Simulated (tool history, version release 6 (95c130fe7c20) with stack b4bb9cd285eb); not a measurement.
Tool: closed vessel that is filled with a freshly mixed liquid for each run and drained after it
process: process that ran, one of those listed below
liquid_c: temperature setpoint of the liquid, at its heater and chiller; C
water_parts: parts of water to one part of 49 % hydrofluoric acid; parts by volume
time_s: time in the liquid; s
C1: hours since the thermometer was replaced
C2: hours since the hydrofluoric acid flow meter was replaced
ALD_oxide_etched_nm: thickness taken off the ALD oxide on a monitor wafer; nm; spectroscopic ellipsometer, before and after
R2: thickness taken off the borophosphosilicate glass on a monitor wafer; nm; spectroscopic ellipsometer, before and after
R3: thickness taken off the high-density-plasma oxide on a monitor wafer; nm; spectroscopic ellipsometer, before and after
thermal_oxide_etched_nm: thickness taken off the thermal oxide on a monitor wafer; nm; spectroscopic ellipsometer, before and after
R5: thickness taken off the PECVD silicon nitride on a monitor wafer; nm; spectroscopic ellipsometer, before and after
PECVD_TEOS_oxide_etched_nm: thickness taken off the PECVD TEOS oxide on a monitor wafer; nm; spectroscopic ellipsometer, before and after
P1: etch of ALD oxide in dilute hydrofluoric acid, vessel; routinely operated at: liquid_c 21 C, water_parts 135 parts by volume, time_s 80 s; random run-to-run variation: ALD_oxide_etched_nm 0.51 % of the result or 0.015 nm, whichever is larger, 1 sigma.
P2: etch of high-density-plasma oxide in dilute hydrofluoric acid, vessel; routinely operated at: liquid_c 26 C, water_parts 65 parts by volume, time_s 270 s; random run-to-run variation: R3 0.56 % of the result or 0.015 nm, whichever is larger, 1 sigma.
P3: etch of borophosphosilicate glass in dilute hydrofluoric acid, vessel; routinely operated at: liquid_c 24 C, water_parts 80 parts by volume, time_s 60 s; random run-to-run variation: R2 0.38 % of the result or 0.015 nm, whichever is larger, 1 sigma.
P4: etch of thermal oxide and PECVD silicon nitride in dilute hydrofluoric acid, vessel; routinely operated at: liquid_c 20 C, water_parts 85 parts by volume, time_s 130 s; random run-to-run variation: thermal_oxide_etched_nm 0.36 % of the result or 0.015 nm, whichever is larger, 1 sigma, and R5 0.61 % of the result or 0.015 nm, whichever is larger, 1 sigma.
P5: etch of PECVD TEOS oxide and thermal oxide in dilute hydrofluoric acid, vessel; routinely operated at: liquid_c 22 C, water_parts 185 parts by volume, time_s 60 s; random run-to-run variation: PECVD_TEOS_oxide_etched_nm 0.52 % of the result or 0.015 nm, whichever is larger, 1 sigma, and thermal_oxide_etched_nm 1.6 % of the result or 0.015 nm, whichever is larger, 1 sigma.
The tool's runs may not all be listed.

{"run": 1, "day": 0.212, "process": "P1", "liquid_c": 21, "water_parts": 135, "time_s": 80, "C1": 858.7, "C2": 573.9, "ALD_oxide_etched_nm": 9.7262}
{"run": 2, "day": 0.408, "process": "P1", "liquid_c": 17, "water_parts": 135, "time_s": 80, "C1": 863.4, "C2": 578.6, "ALD_oxide_etched_nm": 8.313}
{"run": 3, "day": 0.612, "process": "P1", "liquid_c": 21, "water_parts": 135, "time_s": 80, "C1": 868.3, "C2": 583.5, "ALD_oxide_etched_nm": 9.6805}
{"run": 4, "day": 0.796, "process": "P3", "liquid_c": 30.5, "water_parts": 80, "time_s": 60, "C1": 872.7, "C2": 587.9, "R2": 34.851}
{"run": 5, "day": 0.946, "process": "P1", "liquid_c": 21, "water_parts": 135, "time_s": 80, "C1": 876.3, "C2": 591.5, "ALD_oxide_etched_nm": 9.6823}
{"run": 6, "day": 1.096, "process": "P2", "liquid_c": 26, "water_parts": 105, "time_s": 270, "C1": 879.9, "C2": 595.1, "R3": 13.952}
{"run": 7, "day": 1.267, "process": "P1", "liquid_c": 28.5, "water_parts": 135, "time_s": 80, "C1": 884, "C2": 599.2, "ALD_oxide_etched_nm": 12.847}
{"run": 8, "day": 1.442, "process": "P1", "liquid_c": 21, "water_parts": 135, "time_s": 30, "C1": 888.2, "C2": 603.4, "ALD_oxide_etched_nm": 3.5994}
{"run": 9, "day": 1.638, "process": "P4", "liquid_c": 20, "water_parts": 85, "time_s": 130, "C1": 892.9, "C2": 608.1, "thermal_oxide_etched_nm": 6.3021, "R5": 4.2836}
{"run": 10, "day": 1.779, "process": "P1", "liquid_c": 17, "water_parts": 75, "time_s": 80, "C1": 896.3, "C2": 611.5, "ALD_oxide_etched_nm": 15.598}
{"run": 11, "day": 1.921, "process": "P5", "liquid_c": 22, "water_parts": 45, "time_s": 60, "C1": 899.7, "C2": 614.9, "thermal_oxide_etched_nm": 6.3069, "PECVD_TEOS_oxide_etched_nm": 30.971}
{"run": 12, "day": 2.096, "process": "P4", "liquid_c": 20, "water_parts": 35, "time_s": 130, "C1": 903.9, "C2": 619.1, "thermal_oxide_etched_nm": 16.236, "R5": 10.374}
{"run": 13, "day": 2.296, "process": "P5", "liquid_c": 29.5, "water_parts": 185, "time_s": 60, "C1": 908.7, "C2": 623.9, "thermal_oxide_etched_nm": 1.7474, "PECVD_TEOS_oxide_etched_nm": 8.4578}
{"run": 14, "day": 2.462, "process": "P5", "liquid_c": 22, "water_parts": 185, "time_s": 60, "C1": 912.7, "C2": 627.9, "thermal_oxide_etched_nm": 1.3131, "PECVD_TEOS_oxide_etched_nm": 6.4422}
{"run": 15, "day": 2.567, "process": "P1", "liquid_c": 21, "water_parts": 135, "time_s": 80, "C1": 915.2, "C2": 630.4, "ALD_oxide_etched_nm": 9.6268}
{"run": 16, "day": 2.738, "process": "P2", "liquid_c": 26, "water_parts": 65, "time_s": 135, "C1": 919.3, "C2": 634.5, "R3": 11.921}
{"run": 17, "day": 2.871, "process": "P5", "liquid_c": 22, "water_parts": 185, "time_s": 120, "C1": 922.5, "C2": 637.7, "thermal_oxide_etched_nm": 2.6592, "PECVD_TEOS_oxide_etched_nm": 12.876}
{"run": 18, "day": 3.004, "process": "P1", "liquid_c": 21, "water_parts": 215, "time_s": 80, "C1": 925.7, "C2": 640.9, "ALD_oxide_etched_nm": 5.626}
{"run": 19, "day": 3.096, "process": "P4", "liquid_c": 20, "water_parts": 85, "time_s": 245, "C1": 927.9, "C2": 643.1, "thermal_oxide_etched_nm": 11.878, "R5": 8.1364}
{"run": 20, "day": 3.238, "process": "P1", "liquid_c": 21, "water_parts": 135, "time_s": 80, "C1": 931.3, "C2": 646.5, "ALD_oxide_etched_nm": 9.6699}
{"run": 21, "day": 3.329, "process": "P2", "liquid_c": 32.5, "water_parts": 65, "time_s": 270, "C1": 933.5, "C2": 648.7, "R3": 30.579}
{"run": 22, "day": 3.5, "process": "P1", "liquid_c": 21, "water_parts": 135, "time_s": 120, "C1": 937.6, "C2": 652.8, "ALD_oxide_etched_nm": 14.448}
{"run": 23, "day": 3.621, "process": "P1", "liquid_c": 21, "water_parts": 55, "time_s": 80, "C1": 940.5, "C2": 655.7, "ALD_oxide_etched_nm": 26.051}
{"run": 24, "day": 3.721, "process": "P1", "liquid_c": 21, "water_parts": 25, "time_s": 115, "C1": 942.9, "C2": 658.1, "ALD_oxide_etched_nm": 85.275}
{"run": 25, "day": 3.921, "process": "P2", "liquid_c": 26, "water_parts": 65, "time_s": 270, "C1": 947.7, "C2": 662.9, "R3": 23.731}
{"run": 26, "day": 4.117, "process": "P1", "liquid_c": 21, "water_parts": 135, "time_s": 80, "C1": 952.4, "C2": 667.6, "ALD_oxide_etched_nm": 9.6528}
{"run": 27, "day": 4.271, "process": "P3", "liquid_c": 24, "water_parts": 80, "time_s": 60, "C1": 956.1, "C2": 671.3, "R2": 27.04}
{"day": 4.333, "done": "hydrofluoric acid flow meter replaced"}
{"run": 28, "day": 4.446, "process": "P4", "liquid_c": 28, "water_parts": 85, "time_s": 130, "C1": 960.3, "C2": 2.8, "thermal_oxide_etched_nm": 8.6493, "R5": 7.4039}
{"run": 29, "day": 4.621, "process": "P1", "liquid_c": 21, "water_parts": 135, "time_s": 80, "C1": 964.5, "C2": 7, "ALD_oxide_etched_nm": 9.6666}
{"run": 30, "day": 4.796, "process": "P3", "liquid_c": 24, "water_parts": 145, "time_s": 60, "C1": 968.7, "C2": 11.2, "R2": 13.832}
{"run": 31, "day": 4.996, "process": "P3", "liquid_c": 24, "water_parts": 80, "time_s": 30, "C1": 973.5, "C2": 16, "R2": 13.708}
{"run": 32, "day": 5.196, "process": "P1", "liquid_c": 21, "water_parts": 135, "time_s": 80, "C1": 978.3, "C2": 20.8, "ALD_oxide_etched_nm": 9.6761}
{"run": 33, "day": 5.354, "process": "P1", "liquid_c": 21, "water_parts": 135, "time_s": 80, "C1": 982.1, "C2": 24.6, "ALD_oxide_etched_nm": 10.018}
{"run": 34, "day": 5.479, "process": "P1", "liquid_c": 21, "water_parts": 135, "time_s": 80, "C1": 985.1, "C2": 27.6, "ALD_oxide_etched_nm": 10.166}
{"run": 35, "day": 5.575, "process": "P1", "liquid_c": 21, "water_parts": 135, "time_s": 80, "C1": 987.4, "C2": 29.9, "ALD_oxide_etched_nm": 10.141}
{"run": 36, "day": 5.733, "process": "P1", "liquid_c": 21, "water_parts": 135, "time_s": 80, "C1": 991.2, "C2": 33.7, "ALD_oxide_etched_nm": 10.31}
{"run": 37, "day": 5.904, "process": "P1", "liquid_c": 21, "water_parts": 135, "time_s": 80, "C1": 995.3, "C2": 37.8, "ALD_oxide_etched_nm": 10.522}
{"run": 38, "day": 6.112, "process": "P1", "liquid_c": 21, "water_parts": 135, "time_s": 80, "C1": 1000.3, "C2": 42.8, "ALD_oxide_etched_nm": 10.45}
{"run": 39, "day": 6.292, "process": "P1", "liquid_c": 21, "water_parts": 135, "time_s": 80, "C1": 1004.6, "C2": 47.1, "ALD_oxide_etched_nm": 10.451}
{"run": 40, "day": 6.471, "process": "P1", "liquid_c": 21, "water_parts": 135, "time_s": 80, "C1": 1008.9, "C2": 51.4, "ALD_oxide_etched_nm": 10.566}
{"run": 41, "day": 6.675, "process": "P1", "liquid_c": 21, "water_parts": 135, "time_s": 80, "C1": 1013.8, "C2": 56.3, "ALD_oxide_etched_nm": 10.597}
{"run": 42, "day": 6.883, "process": "P1", "liquid_c": 21, "water_parts": 135, "time_s": 80, "C1": 1018.8, "C2": 61.3, "ALD_oxide_etched_nm": 10.604}
{"run": 43, "day": 7.071, "process": "P1", "liquid_c": 21, "water_parts": 135, "time_s": 80, "C1": 1023.3, "C2": 65.8, "ALD_oxide_etched_nm": 10.691}

The output of P1 has drifted from where it used to be. Each of the 2 causes below, taken at the size shown beside it, accounts for the log equally well:
A: liquid hotter than its thermometer reads (K) = 2.38
B: hydrofluoric acid flow above the setpoint (%) = 8.54
The drift started at roughly day 5.196.

Each of the 4 check runs below uses one wafer; its results are left as question marks. Which run tells the causes apart?
{"run": "check 1", "day": 7.258, "process": "P4", "liquid_c": 23, "water_parts": 85, "time_s": 130, "thermal_oxide_etched_nm": "?", "R5": "?"}
{"run": "check 2", "day": 7.258, "process": "P5", "liquid_c": 26, "water_parts": 60, "time_s": 60, "thermal_oxide_etched_nm": "?", "PECVD_TEOS_oxide_etched_nm": "?"}
{"run": "check 3", "day": 7.258, "process": "P2", "liquid_c": 26, "water_parts": 90, "time_s": 270, "R3": "?"}
{"run": "check 4", "day": 7.258, "process": "P3", "liquid_c": 29.5, "water_parts": 80, "time_s": 60, "R2": "?"}

Expected result of each check under each candidate cause:
check=check_1 result=thermal_oxide_etched_nm if_A=7.804 if_B=7.7654
check=check_1 result=R5 if_A=6.1993 if_B=5.7394
check=check_2 result=thermal_oxide_etched_nm if_A=6.098 if_B=6.0601
check=check_2 result=PECVD_TEOS_oxide_etched_nm if_A=29.545 if_B=29.361
check=check_3 result=R3 if_A=18.277 if_B=18.257
check=check_4 result=R2 if_A=36.809 if_B=36.836
How far apart the two closest causes lie, in the result that separates them most: check 1 7.71 %; check 2 0.62 %; check 3 0.11 %; check 4 0.07 %
Only in check 1 would the causes give clearly different results; in the remaining checks their results would be nearly the same.

Running check 1 produced the following: thermal_oxide_etched_nm 7.8259 nm; R5 5.769 nm. Which one of the listed causes fits?

The cause is B: hydrofluoric acid flow above the setpoint (%).
